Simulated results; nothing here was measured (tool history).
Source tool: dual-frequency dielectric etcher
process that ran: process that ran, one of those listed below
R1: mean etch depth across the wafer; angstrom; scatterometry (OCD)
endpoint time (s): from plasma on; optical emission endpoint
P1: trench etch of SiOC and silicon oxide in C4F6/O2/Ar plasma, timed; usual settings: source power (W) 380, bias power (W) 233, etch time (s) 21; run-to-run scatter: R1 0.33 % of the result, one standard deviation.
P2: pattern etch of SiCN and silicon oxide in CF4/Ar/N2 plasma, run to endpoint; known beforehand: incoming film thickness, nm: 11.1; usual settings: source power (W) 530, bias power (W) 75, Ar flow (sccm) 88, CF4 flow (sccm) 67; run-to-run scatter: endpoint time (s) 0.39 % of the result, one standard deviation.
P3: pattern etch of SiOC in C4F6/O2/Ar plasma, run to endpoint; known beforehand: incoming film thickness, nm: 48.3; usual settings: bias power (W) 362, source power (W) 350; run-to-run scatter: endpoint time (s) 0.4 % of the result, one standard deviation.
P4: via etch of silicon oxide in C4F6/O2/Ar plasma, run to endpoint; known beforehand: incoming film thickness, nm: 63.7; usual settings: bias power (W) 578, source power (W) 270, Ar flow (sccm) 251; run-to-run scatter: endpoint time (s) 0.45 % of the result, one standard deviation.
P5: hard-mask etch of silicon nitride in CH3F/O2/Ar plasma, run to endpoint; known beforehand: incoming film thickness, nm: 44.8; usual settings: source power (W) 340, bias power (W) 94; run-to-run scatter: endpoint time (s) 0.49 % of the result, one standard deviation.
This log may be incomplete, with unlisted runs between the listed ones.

Run 1, hour 9.3: process that ran P1, source power (W) 380, bias power (W) 233, etch time (s) 21. Result: R1 440.93 angstrom.
Run 2, hour 27.9: process that ran P4, source power (W) 270, bias power (W) 414, Ar flow (sccm) 251. Result: endpoint time (s) 17.23.
Run 3, hour 37.9: process that ran P1, source power (W) 380, bias power (W) 327, etch time (s) 21. Result: R1 495.08 angstrom.
Run 4, hour 53.7: process that ran P3, source power (W) 210, bias power (W) 362. Result: endpoint time (s) 22.735.
Run 5, hour 63: process that ran P2, source power (W) 530, bias power (W) 75, Ar flow (sccm) 88, CF4 flow (sccm) 39. Result: endpoint time (s) 11.805.
Run 6, hour 73.9: process that ran P1, source power (W) 380, bias power (W) 233, etch time (s) 13.5. Result: R1 282.92 angstrom.
Run 7, hour 91.3: process that ran P2, source power (W) 530, bias power (W) 75, Ar flow (sccm) 88, CF4 flow (sccm) 67. Result: endpoint time (s) 10.8.
Run 8, hour 103: process that ran P1, source power (W) 380, bias power (W) 174, etch time (s) 21. Result: R1 400.54 angstrom.
Run 9, hour 116.6: process that ran P3, source power (W) 350, bias power (W) 362. Result: endpoint time (s) 18.79.
Run 10, hour 132.6: process that ran P1, source power (W) 380, bias power (W) 233, etch time (s) 27. Result: R1 565.32 angstrom.
Run 11, hour 147.9: process that ran P4, source power (W) 270, bias power (W) 578, Ar flow (sccm) 251. Result: endpoint time (s) 15.108.
Run 12, hour 157.4: process that ran P4, source power (W) 170, bias power (W) 578, Ar flow (sccm) 251. Result: endpoint time (s) 17.924.
Run 13, hour 169.4: process that ran P3, source power (W) 350, bias power (W) 439. Result: endpoint time (s) 17.471.
Run 14, hour 179.2: process that ran P2, source power (W) 530, bias power (W) 75, Ar flow (sccm) 55, CF4 flow (sccm) 67. Result: endpoint time (s) 10.161.
Run 15, hour 193.2: process that ran P4, source power (W) 270, bias power (W) 578, Ar flow (sccm) 343. Result: endpoint time (s) 15.692.
Run 16, hour 209.6: process that ran P1, source power (W) 380, bias power (W) 233, etch time (s) 21. Result: R1 441.79 angstrom.
Run 17, hour 219.1: process that ran P1, source power (W) 230, bias power (W) 300, etch time (s) 21. Result: R1 396.51 angstrom.
Run 18, hour 235.2: process that ran P5, source power (W) 340, bias power (W) 124. Result: endpoint time (s) 57.3.
Run 19, hour 249.4: process that ran P1, source power (W) 520, bias power (W) 233, etch time (s) 21. Result: R1 494.96 angstrom.
Run 20, hour 260.9: process that ran P2, source power (W) 530, bias power (W) 75, Ar flow (sccm) 88, CF4 flow (sccm) 67. Result: endpoint time (s) 10.822.
Run 21, hour 275.5: process that ran P1, source power (W) 280, bias power (W) 233, etch time (s) 21. Result: R1 391.29 angstrom.
Run 22, hour 292.7: process that ran P3, source power (W) 350, bias power (W) 362. Result: endpoint time (s) 18.722.
Run 23, hour 308.8: process that ran P4, source power (W) 270, bias power (W) 578, Ar flow (sccm) 251. Result: endpoint time (s) 15.163.
Run 24, hour 326.8: process that ran P1, source power (W) 380, bias power (W) 233, etch time (s) 21. Result: R1 439.6 angstrom.
Run 25, hour 335.3: process that ran P1, source power (W) 380, bias power (W) 233, etch time (s) 21. Result: R1 443.15 angstrom.
Run 26, hour 345.5: process that ran P5, source power (W) 240, bias power (W) 94. Result: endpoint time (s) 73.341.
Run 27, hour 354.5: process that ran P2, source power (W) 320, bias power (W) 75, Ar flow (sccm) 88, CF4 flow (sccm) 67. Result: endpoint time (s) 16.877.
Run 28, hour 368.3: process that ran P5, source power (W) 340, bias power (W) 94. Result: endpoint time (s) 64.003.
Run 29, hour 381.1: process that ran P2, source power (W) 530, bias power (W) 94, Ar flow (sccm) 88, CF4 flow (sccm) 67. Result: endpoint time (s) 10.097.
Run 30, hour 395.9: process that ran P1, source power (W) 380, bias power (W) 233, etch time (s) 21. Result: R1 439.01 angstrom.
Run 31, hour 412.9: process that ran P1, source power (W) 380, bias power (W) 233, etch time (s) 21. Result: R1 436.88 angstrom.

For run 32, what comes out?
Run 32, hour 429.2: process that ran P1, source power (W) 380, bias power (W) 233, etch time (s) 21. Result: R1 ?.

Run 32 measured R1 433.89 angstrom.
